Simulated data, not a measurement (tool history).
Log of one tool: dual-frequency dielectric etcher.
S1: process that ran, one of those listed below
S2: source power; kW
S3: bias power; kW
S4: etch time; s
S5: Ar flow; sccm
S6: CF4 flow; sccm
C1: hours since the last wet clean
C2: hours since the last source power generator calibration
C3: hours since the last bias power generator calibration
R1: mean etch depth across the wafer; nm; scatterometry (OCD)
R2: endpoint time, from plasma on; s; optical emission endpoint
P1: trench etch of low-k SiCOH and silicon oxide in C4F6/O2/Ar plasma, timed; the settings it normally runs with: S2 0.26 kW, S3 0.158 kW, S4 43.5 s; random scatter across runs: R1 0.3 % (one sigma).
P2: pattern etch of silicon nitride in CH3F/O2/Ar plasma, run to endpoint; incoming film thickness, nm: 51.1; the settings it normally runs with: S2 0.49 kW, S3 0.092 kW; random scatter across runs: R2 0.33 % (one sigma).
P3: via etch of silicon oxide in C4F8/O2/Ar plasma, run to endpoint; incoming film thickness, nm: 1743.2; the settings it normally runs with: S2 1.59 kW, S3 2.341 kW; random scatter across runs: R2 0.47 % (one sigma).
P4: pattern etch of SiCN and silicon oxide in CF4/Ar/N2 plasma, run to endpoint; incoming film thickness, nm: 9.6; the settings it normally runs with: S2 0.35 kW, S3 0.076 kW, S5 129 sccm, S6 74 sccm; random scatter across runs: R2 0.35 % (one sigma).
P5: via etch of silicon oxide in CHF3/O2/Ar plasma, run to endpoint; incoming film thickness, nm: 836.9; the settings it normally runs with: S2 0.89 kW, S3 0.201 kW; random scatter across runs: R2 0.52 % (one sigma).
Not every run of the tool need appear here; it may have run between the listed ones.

run   hour  S1    S2     S3    S4   S5  S6     C1      C2      C3      R1      R2
  1    8.6  P1  0.26  0.158  43.5            78.8  2074.4  3113.2   107.4
  2   21.3  P5  0.89  0.201                  91.5  2087.1  3125.9          342.11
  3   34.2  P1  0.31  0.221  43.5           104.4    2100  3138.8  128.76
  4   44.2  P4  0.35  0.076        129  74  114.4    2110  3148.8          14.292
  5   53.2  P1  0.26  0.215  43.5           123.4    2119  3157.8   118.7
  6   65.7  P3  1.59  3.239                 135.9  2131.5  3170.3           325.7
  7   76.4  P4  0.35   0.05        129  74  146.6  2142.2    3181          16.547
  8   88.6  P5  0.89  0.269                 158.8  2154.4  3193.2          310.27
  9   97.9  P1  0.26  0.158  43.5           168.1  2163.7  3202.5  107.72
 10  105.4  P1  0.26  0.158  43.5           175.6  2171.2    3210  107.07
 11  115.3  P1  0.26  0.158  43.5           185.5  2181.1  3219.9  107.84
 12  124.5  P4  0.35  0.076        129  47  194.7  2190.3  3229.1          15.409
 13  139.2  P1  0.26  0.122  43.5           209.4    2205  3243.8   99.22
 14  151.6  P1  0.26  0.158  43.5           221.8  2217.4  3256.2  107.37
 15  161.2  P1  0.26   0.22    30           231.4    2227  3265.8  82.436
 16  174.7  P4  0.26  0.076        129  74  244.9  2240.5  3279.3          18.591
 17  184.7  P4  0.35  0.076         81  74  254.9  2250.5  3289.3          13.446
 18  195.7  P2  0.49  0.092                 265.9  2261.5  3300.3           62.45
 19    207  P1  0.18  0.158  43.5           277.2  2272.8  3311.6  93.389
 20  216.4  P1  0.26  0.158  43.5           286.6  2282.2    3321  107.51
 21  225.5  P1  0.26  0.158  29.5           295.7  2291.3  3330.1  73.056
 22  238.7  P1  0.26  0.114  53.5           308.9  2304.5  3343.3  119.42
 23  251.5  P2  0.66  0.092                 321.7  2317.3  3356.1          55.763
 24  266.6  P1  0.26  0.158    64           336.8  2332.4  3371.2  158.82
 25  278.2  P3  2.24  2.341                 348.4    2344  3382.8          313.67
 26  290.1  P2  0.49  0.057                 360.3  2355.9  3394.7          73.661
 27  298.7  P1  0.32  0.158  43.5           368.9  2364.5  3403.3  116.76
 28    307  P5  0.53  0.201                 377.2  2372.8  3411.6          419.62
 29    322  P3  1.59  2.341                 392.2  2387.8  3426.6          358.76
 30  332.1  P1  0.26  0.158  43.5           402.3  2397.9  3436.7  107.24
 31  341.2  P1  0.26  0.158  43.5           411.4    2407  3445.8  108.75
 32  349.4  P1  0.26  0.158  43.5           419.6  2415.2    3454  108.42
 33  359.4  P1  0.26  0.158  43.5           429.6  2425.2    3464  109.48
     363.5  -- wet clean of the chamber
 34  369.7  P1  0.26  0.158  43.5             6.2  2435.5  3474.3  108.96
 35  382.2  P1  0.26  0.158  43.5            18.7    2448  3486.8  108.96
 36  389.3  P1  0.26  0.158  43.5            25.8  2455.1  3493.9  109.44
 37    400  P1  0.26  0.158  43.5            36.5  2465.8  3504.6  109.41
 38  410.7  P1  0.26  0.158  43.5            47.2  2476.5  3515.3   109.8

What P1 gives has crept away from where it was. These 2 causes fit the log equally well, each at the size given:
A: source power that arrives over what is set, % = 3.96
B: bias power that arrives over what is set, % = 4.85
The creep began at about hour 332.1.
All other causes, with the reason each is excluded:
chamber walls in a state that raises the etch rate, %: work on it at hour 363.5, done after the drift set in, did not restore what the process gave before

Below are 4 check runs, each averaged over 2 wafers, with their results shown as question marks. Which of them would give clearly different results depending on which cause is behind the drift?
check 1  421.4  P4  0.35  0.052      83  74                   ?
check 2  421.4  P2  0.59  0.058                               ?
check 3  421.4  P5  0.76  0.201                               ?
check 4  421.4  P3  2.21  3.067                               ?

What each check would give under each cause:
  check  result    if A    if B
check 1      R2  14.663  14.959
check 2      R2  66.881  66.891
check 3      R2  359.78  359.33
check 4      R2   286.7  286.82
Smallest distance between any two causes, each pair judged by its most separating result, in per cent: check 1 2 %; check 2 0.01 %; check 3 0.12 %; check 4 0.04 %
Only check 1 tells the causes apart: in the others they would give nearly the same result.

Check 1 has now been run. It gave: R2 14.961 s. Which of the candidate causes is it?

Of the candidate causes, it is B: bias power that arrives over what is set, %.

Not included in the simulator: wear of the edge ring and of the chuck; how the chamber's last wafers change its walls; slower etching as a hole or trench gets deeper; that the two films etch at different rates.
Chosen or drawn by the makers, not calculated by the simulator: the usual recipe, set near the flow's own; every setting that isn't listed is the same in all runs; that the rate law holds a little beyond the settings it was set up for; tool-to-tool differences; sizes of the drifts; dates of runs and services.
